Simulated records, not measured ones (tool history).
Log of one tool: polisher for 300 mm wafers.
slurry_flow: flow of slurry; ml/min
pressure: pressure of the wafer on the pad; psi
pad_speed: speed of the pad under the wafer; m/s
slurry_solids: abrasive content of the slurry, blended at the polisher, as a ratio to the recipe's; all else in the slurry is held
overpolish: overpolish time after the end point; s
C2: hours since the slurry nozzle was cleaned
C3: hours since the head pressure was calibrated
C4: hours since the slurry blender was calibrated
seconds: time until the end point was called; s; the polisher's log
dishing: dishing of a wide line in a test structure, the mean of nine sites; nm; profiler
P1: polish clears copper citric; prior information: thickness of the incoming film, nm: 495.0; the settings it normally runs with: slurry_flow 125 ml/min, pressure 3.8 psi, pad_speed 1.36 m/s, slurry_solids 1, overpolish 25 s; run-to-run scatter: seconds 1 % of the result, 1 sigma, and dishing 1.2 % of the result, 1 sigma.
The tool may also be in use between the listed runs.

{"run": 1, "hour": 11.2, "slurry_flow": 125, "pressure": 3.8, "pad_speed": 1.36, "slurry_solids": 1, "overpolish": 25, "wafers polished on this pad": 464, "C2": 107.2, "C3": 226.8, "C4": 121, "seconds": 147.33, "dishing": 56.321}
{"run": 2, "hour": 18.1, "slurry_flow": 125, "pressure": 3.8, "pad_speed": 1.36, "slurry_solids": 0.6, "overpolish": 25, "wafers polished on this pad": 521, "C2": 114.1, "C3": 233.7, "C4": 127.9, "seconds": 162.11, "dishing": 53.631}
{"hour": 20.3, "done": "slurry nozzle cleaned"}
{"run": 3, "hour": 29.9, "slurry_flow": 75, "pressure": 4.8, "pad_speed": 1.36, "slurry_solids": 1, "overpolish": 25, "wafers polished on this pad": 617, "C2": 9.7, "C3": 245.5, "C4": 139.7, "seconds": 135.27, "dishing": 62.775}
{"run": 4, "hour": 39.5, "slurry_flow": 125, "pressure": 3.8, "pad_speed": 1.36, "slurry_solids": 1, "overpolish": 25, "wafers polished on this pad": 695, "C2": 19.3, "C3": 255.1, "C4": 149.3, "seconds": 147.92, "dishing": 55.72}
{"run": 5, "hour": 52.8, "slurry_flow": 125, "pressure": 3.8, "pad_speed": 1.36, "slurry_solids": 1, "overpolish": 25, "wafers polished on this pad": 804, "C2": 32.6, "C3": 268.4, "C4": 162.6, "seconds": 147.67, "dishing": 56.822}
{"run": 6, "hour": 61.8, "slurry_flow": 125, "pressure": 3.8, "pad_speed": 1.36, "slurry_solids": 1, "overpolish": 25, "wafers polished on this pad": 877, "C2": 41.6, "C3": 277.4, "C4": 171.6, "seconds": 147.63, "dishing": 56.975}
{"run": 7, "hour": 69.1, "slurry_flow": 125, "pressure": 5.4, "pad_speed": 1.36, "slurry_solids": 1, "overpolish": 25, "wafers polished on this pad": 937, "C2": 48.9, "C3": 284.7, "C4": 178.9, "seconds": 105.79, "dishing": 77.471}
{"run": 8, "hour": 82.8, "slurry_flow": 125, "pressure": 3.8, "pad_speed": 2.04, "slurry_solids": 1, "overpolish": 25, "wafers polished on this pad": 1049, "C2": 62.6, "C3": 298.4, "C4": 192.6, "seconds": 98.381, "dishing": 76.901}
{"run": 9, "hour": 95.9, "slurry_flow": 125, "pressure": 3.8, "pad_speed": 1.36, "slurry_solids": 1.3, "overpolish": 25, "wafers polished on this pad": 1156, "C2": 75.7, "C3": 311.5, "C4": 205.7, "seconds": 140.36, "dishing": 59.201}
{"run": 10, "hour": 110.1, "slurry_flow": 125, "pressure": 3.8, "pad_speed": 1.36, "slurry_solids": 1, "overpolish": 25, "wafers polished on this pad": 1272, "C2": 89.9, "C3": 325.7, "C4": 219.9, "seconds": 146.79, "dishing": 56.541}
{"run": 11, "hour": 119.4, "slurry_flow": 125, "pressure": 3.8, "pad_speed": 0.76, "slurry_solids": 1, "overpolish": 25, "wafers polished on this pad": 1347, "C2": 99.2, "C3": 335, "C4": 229.2, "seconds": 260.48, "dishing": 34.621}
{"run": 12, "hour": 127.4, "slurry_flow": 185, "pressure": 3.8, "pad_speed": 1.36, "slurry_solids": 1, "overpolish": 25, "wafers polished on this pad": 1413, "C2": 107.2, "C3": 343, "C4": 237.2, "seconds": 138.97, "dishing": 59.838}
{"run": 13, "hour": 134.7, "slurry_flow": 125, "pressure": 1.7, "pad_speed": 1.36, "slurry_solids": 1, "overpolish": 25, "wafers polished on this pad": 1472, "C2": 114.5, "C3": 350.3, "C4": 244.5, "seconds": 324.36, "dishing": 27.599}
{"hour": 135.7, "done": "slurry blender recalibrated"}
{"run": 14, "hour": 145.4, "slurry_flow": 125, "pressure": 3.8, "pad_speed": 1.36, "slurry_solids": 1, "overpolish": 43, "wafers polished on this pad": 1560, "C2": 125.2, "C3": 361, "C4": 9.8, "seconds": 148.99, "dishing": 88.359}
{"run": 15, "hour": 155.6, "slurry_flow": 125, "pressure": 3.8, "pad_speed": 1.36, "slurry_solids": 1, "overpolish": 25, "wafers polished on this pad": 1643, "C2": 135.4, "C3": 371.2, "C4": 20, "seconds": 149.84, "dishing": 57.037}
{"run": 16, "hour": 168.6, "slurry_flow": 125, "pressure": 3.8, "pad_speed": 1.36, "slurry_solids": 1, "overpolish": 9, "wafers polished on this pad": 1749, "C2": 148.4, "C3": 384.2, "C4": 33, "seconds": 146.35, "dishing": 22.961}
{"run": 17, "hour": 175.1, "slurry_flow": 75, "pressure": 3.8, "pad_speed": 1.36, "slurry_solids": 1, "overpolish": 25, "wafers polished on this pad": 1802, "C2": 154.9, "C3": 390.7, "C4": 39.5, "seconds": 170.02, "dishing": 50.474}
{"run": 18, "hour": 185.8, "slurry_flow": 125, "pressure": 3.8, "pad_speed": 1.36, "slurry_solids": 1, "overpolish": 25, "wafers polished on this pad": 1889, "C2": 165.6, "C3": 401.4, "C4": 50.2, "seconds": 148.43, "dishing": 57.152}
{"run": 19, "hour": 199.7, "slurry_flow": 125, "pressure": 3.8, "pad_speed": 1.36, "slurry_solids": 1, "overpolish": 25, "wafers polished on this pad": 2003, "C2": 179.5, "C3": 415.3, "C4": 64.1, "seconds": 154.79, "dishing": 54.817}
{"run": 20, "hour": 210.6, "slurry_flow": 125, "pressure": 3.8, "pad_speed": 1.36, "slurry_solids": 1, "overpolish": 25, "wafers polished on this pad": 2092, "C2": 190.4, "C3": 426.2, "C4": 75, "seconds": 157.02, "dishing": 53.341}
{"run": 21, "hour": 220.6, "slurry_flow": 125, "pressure": 3.8, "pad_speed": 1.36, "slurry_solids": 1, "overpolish": 25, "wafers polished on this pad": 2173, "C2": 200.4, "C3": 436.2, "C4": 85, "seconds": 158.76, "dishing": 53.838}
{"hour": 227.6, "done": "worn pad replaced by a new one"}
{"hour": 227.7, "done": "head pressure recalibrated"}
{"run": 22, "hour": 230.9, "slurry_flow": 125, "pressure": 3.8, "pad_speed": 1.36, "slurry_solids": 1, "overpolish": 25, "wafers polished on this pad": 27, "C2": 210.7, "C3": 3.2, "C4": 95.3, "seconds": 155.43, "dishing": 52.385}
{"run": 23, "hour": 239.5, "slurry_flow": 125, "pressure": 3.8, "pad_speed": 1.36, "slurry_solids": 1, "overpolish": 25, "wafers polished on this pad": 97, "C2": 219.3, "C3": 11.8, "C4": 103.9, "seconds": 160, "dishing": 53.013}
{"run": 24, "hour": 248.0, "slurry_flow": 125, "pressure": 3.8, "pad_speed": 1.36, "slurry_solids": 1, "overpolish": 25, "wafers polished on this pad": 166, "C2": 227.8, "C3": 20.3, "C4": 112.4, "seconds": 160.69, "dishing": 53.431}

Compared with where it was, what P1 gives has crept away. Each cause listed below fits the log as well as the rest, at the size given for it:
A: slurry flow missing at the pad, % = 27.3
B: abrasive missing from the slurry, % = 30.3
The creep began at about hour 185.8.
Ruled out, with reasons:
removal rate lost through wear of the pad, %: its service at hour 227.6 followed the start of the drift and did not put the process back to its old value
head's pressure below its setpoint, %: its service at hour 227.7 followed the start of the drift and did not put the process back to its old value

Which of the 4 check runs listed below, each an average over 3 wafers with its results shown as question marks, gives clearly different results under the different listed causes?
{"run": "check 1", "hour": 256.5, "slurry_flow": 125, "pressure": 3.8, "pad_speed": 1.76, "slurry_solids": 1, "overpolish": 25, "seconds": "?", "dishing": "?"}
{"run": "check 2", "hour": 256.5, "slurry_flow": 75, "pressure": 2.7, "pad_speed": 1.36, "slurry_solids": 1, "overpolish": 25, "seconds": "?", "dishing": "?"}
{"run": "check 3", "hour": 256.5, "slurry_flow": 125, "pressure": 2.2, "pad_speed": 1.36, "slurry_solids": 1, "overpolish": 25, "seconds": "?", "dishing": "?"}
{"run": "check 4", "hour": 256.5, "slurry_flow": 125, "pressure": 1.8, "pad_speed": 1.36, "slurry_solids": 1, "overpolish": 25, "seconds": "?", "dishing": "?"}

If the cause were each of the candidates in turn, the checks would give the following:
check=check_1 result=seconds if_A=123.85 if_B=123.84
check=check_1 result=dishing if_A=66.158 if_B=66.163
check=check_2 result=seconds if_A=266.02 if_B=255.25
check=check_2 result=dishing if_A=33.596 if_B=34.865
check=check_3 result=seconds if_A=273.15 if_B=273.12
check=check_3 result=dishing if_A=32.499 if_B=32.502
check=check_4 result=seconds if_A=332.07 if_B=332.04
check=check_4 result=dishing if_A=27.011 if_B=27.013
How far apart the two closest causes lie, in the result that separates them most: check 1 0.01 %; check 2 4.13 %; check 3 0.01 %; check 4 0.01 %
The causes can be told apart only by check 2. The other checks would give nearly the same results under each of them.

Running check 2 produced the following: seconds 256.38 s; dishing 34.524 nm. Which one of the listed causes fits?

The cause is B: abrasive missing from the slurry, %.

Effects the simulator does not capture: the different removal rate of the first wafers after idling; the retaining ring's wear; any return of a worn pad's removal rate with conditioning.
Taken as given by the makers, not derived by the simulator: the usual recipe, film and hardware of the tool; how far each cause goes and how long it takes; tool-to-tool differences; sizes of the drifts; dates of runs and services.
